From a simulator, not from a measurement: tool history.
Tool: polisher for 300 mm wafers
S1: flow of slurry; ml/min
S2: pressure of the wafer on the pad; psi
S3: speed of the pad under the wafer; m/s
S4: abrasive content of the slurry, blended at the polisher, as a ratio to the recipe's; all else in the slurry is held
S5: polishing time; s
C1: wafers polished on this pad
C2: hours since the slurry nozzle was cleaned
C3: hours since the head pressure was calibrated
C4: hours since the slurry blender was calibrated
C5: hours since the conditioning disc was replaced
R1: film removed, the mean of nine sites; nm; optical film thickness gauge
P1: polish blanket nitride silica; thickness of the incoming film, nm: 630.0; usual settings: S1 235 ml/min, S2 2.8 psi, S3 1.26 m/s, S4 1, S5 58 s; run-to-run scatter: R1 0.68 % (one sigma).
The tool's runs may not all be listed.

run	hour	S1	S2	S3	S4	S5	C1	C2	C3	C4	C5	R1
1	5.6	235	2.8	1.26	1	58	600	191.2	346.2	244.9	130.2	38.002
2	9.1	235	2.8	1.26	1	58	633	194.7	349.7	248.4	133.7	37.871
3	12.8	235	4.4	1.26	1	58	668	198.4	353.4	252.1	137.4	59.449
4	17	145	2.8	1.26	1	58	708	202.6	357.6	256.3	141.6	35.198
5	24.2	235	2.8	1.26	1	83	776	209.8	364.8	263.5	148.8	53.234
6	28.6	235	2.8	0.9	1	58	818	214.2	369.2	267.9	153.2	28.873
7	34.1	235	2.8	1.26	1	58	869	219.7	374.7	273.4	158.7	37.605
8	38.9	235	3.6	1.72	1	58	915	224.5	379.5	278.2	163.5	62.866
9	44.2	235	2.8	1.94	1	58	965	229.8	384.8	283.5	168.8	53.026
10	47.5	235	2.8	1.26	1.3	58	996	233.1	388.1	286.8	172.1	42.344
# hour 50.6: head pressure recalibrated
11	52.7	235	2.8	1.26	1	58	1045	238.3	2.2	292	177.3	37.764
12	58.7	360	2.8	1.26	1	58	1102	244.3	8.2	298	183.3	39.405
13	62.3	235	2.8	1.26	1	58	1136	247.9	11.8	301.6	186.9	37.257
14	69.6	235	1.3	1.26	1	58	1205	255.2	19.1	308.9	194.2	17.575
15	74.7	235	2.8	1.26	1	26	1253	260.3	24.2	314	199.3	16.883
16	81.2	235	2.8	1.26	0.55	58	1314	266.8	30.7	320.5	205.8	27.549

The next listed run, before its measurement:
17	87	235	2.8	1.26	1	58	1369	272.6	36.5	326.3	211.6	?

R1: 37.785 nm
